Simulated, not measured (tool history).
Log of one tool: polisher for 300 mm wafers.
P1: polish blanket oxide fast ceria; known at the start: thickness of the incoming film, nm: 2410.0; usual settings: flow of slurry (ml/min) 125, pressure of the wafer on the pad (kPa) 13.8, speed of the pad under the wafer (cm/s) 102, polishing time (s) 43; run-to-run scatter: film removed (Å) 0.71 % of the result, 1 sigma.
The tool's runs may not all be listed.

run   hour  flow of slurry (ml/min)  pressure of the wafer on the pad (kPa)  speed of the pad under the wafer (cm/s)  polishing time (s)  wafers polished on this pad  hours since the slurry nozzle was cleaned  hours since the head pressure was calibrated  film removed (Å)
  1    7.1                      125                                    13.8                                      102                  43                          192                                       40.1                                          80.8            5096.8
  2   15.7                      125                                     7.6                                      102                  43                          267                                       48.7                                          89.4            2781.7
  3   27.1                      125                                    13.8                                      144                  43                          368                                       60.1                                         100.8            7148.7
  4   34.0                      125                                    17.9                                      102                  43                          428                                       67.0                                         107.7            6545.3
  5   45.5                      125                                     8.3                                       70                  43                          529                                       78.5                                         119.2            2087.2
  6   55.1                       75                                    13.8                                      102                  43                          614                                       88.1                                         128.8            4465.6
  7   65.5                      125                                    13.8                                      102                  24                          705                                       98.5                                         139.2            2838.5
  8   76.3                      165                                    13.8                                      102                  43                          800                                      109.3                                         150.0            5331.4
  9   87.2                      125                                    13.8                                       62                  43                          896                                      120.2                                         160.9            3085.8
 10   98.5                      125                                    13.8                                      102                  43                          995                                      131.5                                         172.2            4990.9
 11  104.4                      125                                    13.8                                      102                  43                         1047                                      137.4                                         178.1            5077.5
 12  109.5                      180                                    13.8                                      102                  53                         1092                                      142.5                                         183.2            6643.5
 13  119.0                      125                                    13.8                                      102                  66                         1176                                      152.0                                         192.7            7755.8
 14  129.4                      125                                    13.8                                      102                  43                         1267                                      162.4                                         203.1            5024.4
 15  137.3                      125                                    13.8                                      102                  43                         1337                                      170.3                                         211.0            5090.5
 16  145.9                      125                                    13.8                                      102                  43                         1412                                      178.9                                         219.6            4916.5
 17  153.2                      125                                    13.8                                      102                  43                         1477                                      186.2                                         226.9            4887.2
 18  164.1                      125                                    13.8                                      102                  43                         1572                                      197.1                                         237.8            4764.5
 19  173.6                      125                                    13.8                                      102                  43                         1656                                      206.6                                         247.3            4739.7

Run 20 comes next. What will it give?
 20  183.8                      125                                    13.8                                      102                  43                         1746                                      216.8                                         257.5                 ?

{"run 20": {"film removed (Å)": 4678.9}}
